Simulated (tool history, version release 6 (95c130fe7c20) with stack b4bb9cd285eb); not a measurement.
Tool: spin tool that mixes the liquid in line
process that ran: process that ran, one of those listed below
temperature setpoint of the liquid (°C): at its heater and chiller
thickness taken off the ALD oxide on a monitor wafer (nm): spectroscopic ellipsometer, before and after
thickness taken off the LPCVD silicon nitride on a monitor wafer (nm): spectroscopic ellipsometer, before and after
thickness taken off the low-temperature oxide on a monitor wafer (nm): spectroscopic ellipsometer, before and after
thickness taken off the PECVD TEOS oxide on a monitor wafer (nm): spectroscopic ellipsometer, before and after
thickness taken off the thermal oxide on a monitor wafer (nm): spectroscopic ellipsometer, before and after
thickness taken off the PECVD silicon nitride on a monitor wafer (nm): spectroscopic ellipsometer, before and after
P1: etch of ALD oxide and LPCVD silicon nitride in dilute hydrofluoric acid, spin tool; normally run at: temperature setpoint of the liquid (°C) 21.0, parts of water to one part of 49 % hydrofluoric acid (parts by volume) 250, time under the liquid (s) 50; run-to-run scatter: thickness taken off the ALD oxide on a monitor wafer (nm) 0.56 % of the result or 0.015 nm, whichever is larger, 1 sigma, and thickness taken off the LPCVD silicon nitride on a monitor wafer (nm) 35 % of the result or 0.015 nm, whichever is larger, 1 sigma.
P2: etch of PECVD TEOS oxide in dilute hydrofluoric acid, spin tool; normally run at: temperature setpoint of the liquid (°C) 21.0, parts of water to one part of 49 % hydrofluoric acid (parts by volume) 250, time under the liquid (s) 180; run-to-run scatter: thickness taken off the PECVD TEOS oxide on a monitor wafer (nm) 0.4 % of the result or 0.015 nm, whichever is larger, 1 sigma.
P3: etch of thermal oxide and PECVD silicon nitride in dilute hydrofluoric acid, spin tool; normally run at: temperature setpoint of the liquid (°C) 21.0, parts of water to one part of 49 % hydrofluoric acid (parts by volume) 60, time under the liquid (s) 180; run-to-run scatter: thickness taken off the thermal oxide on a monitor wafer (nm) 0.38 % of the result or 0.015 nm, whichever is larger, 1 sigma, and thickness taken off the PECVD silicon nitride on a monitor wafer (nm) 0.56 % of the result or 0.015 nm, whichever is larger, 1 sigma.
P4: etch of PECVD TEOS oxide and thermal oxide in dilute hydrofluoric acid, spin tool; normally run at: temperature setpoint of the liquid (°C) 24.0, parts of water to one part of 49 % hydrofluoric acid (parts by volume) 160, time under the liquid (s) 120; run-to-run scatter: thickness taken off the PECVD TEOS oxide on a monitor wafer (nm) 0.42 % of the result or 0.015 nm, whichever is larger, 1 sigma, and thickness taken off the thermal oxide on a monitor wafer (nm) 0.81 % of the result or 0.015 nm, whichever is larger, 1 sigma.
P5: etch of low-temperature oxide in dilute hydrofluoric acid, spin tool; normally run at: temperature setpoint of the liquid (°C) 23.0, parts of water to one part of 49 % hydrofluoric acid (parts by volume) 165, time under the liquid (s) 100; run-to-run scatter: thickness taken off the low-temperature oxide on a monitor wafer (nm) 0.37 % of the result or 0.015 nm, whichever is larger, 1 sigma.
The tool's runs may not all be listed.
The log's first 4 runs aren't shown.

run,hour,process that ran,temperature setpoint of the liquid (°C),parts of water to one part of 49 % hydrofluoric acid (parts by volume),time under the liquid (s),hours since the thermometer was replaced,hours since the hydrofluoric acid flow meter was replaced,thickness taken off the ALD oxide on a monitor wafer (nm),thickness taken off the LPCVD silicon nitride on a monitor wafer (nm),thickness taken off the low-temperature oxide on a monitor wafer (nm),thickness taken off the PECVD TEOS oxide on a monitor wafer (nm),thickness taken off the thermal oxide on a monitor wafer (nm),thickness taken off the PECVD silicon nitride on a monitor wafer (nm)
5,50.0,P4,24.0,160,200,181.8,216.4,,,,31.3220,5.2710,
6,62.5,P3,21.0,20,180,194.3,228.9,,,,,43.6880,16.6190
7,72.0,P4,24.0,160,120,203.8,238.4,,,,18.9080,3.1437,
8,82.9,P1,21.0,250,100,214.7,249.3,9.7373,0.147530,,,,
9,90.3,P2,21.0,250,290,222.1,256.7,,,,12.4050,,
10,100.6,P3,17.0,60,180,232.4,267.0,,,,,11.6630,4.3116
11,112.8,P2,17.0,250,180,244.6,279.2,,,,6.6366,,
12,127.6,P2,21.0,420,180,259.4,294.0,,,,3.9495,,
13,142.2,P1,21.0,250,50,274.0,308.6,4.8858,0.093990,,,,
14,149.6,P2,21.0,250,180,281.4,316.0,,,,7.6808,,
15,162.9,P1,21.0,250,50,294.7,329.3,4.8878,0.046043,,,,
16,170.6,P1,17.0,250,50,302.4,337.0,4.2012,0.042655,,,,
17,179.9,P3,21.0,60,355,311.7,346.3,,,,,27.2610,11.3120
18,193.8,P4,32.5,160,120,325.6,360.2,,,,25.7130,4.2669,
19,207.8,P3,21.0,60,180,339.6,374.2,,,,,13.9050,5.7732
20,219.7,P2,21.0,250,180,351.5,386.1,,,,7.6743,,
21,234.9,P4,24.0,60,120,366.7,401.3,,,,56.7260,9.5021,
22,249.7,P1,21.0,250,50,381.5,416.1,4.8420,0.042664,,,,

Forecast run 23:
23,266.3,P3,21.0,60,180,398.1,432.7,,,,,?,?

{"run 23": {"thickness taken off the thermal oxide on a monitor wafer (nm)": 13.924, "thickness taken off the PECVD silicon nitride on a monitor wafer (nm)": 5.6675}}
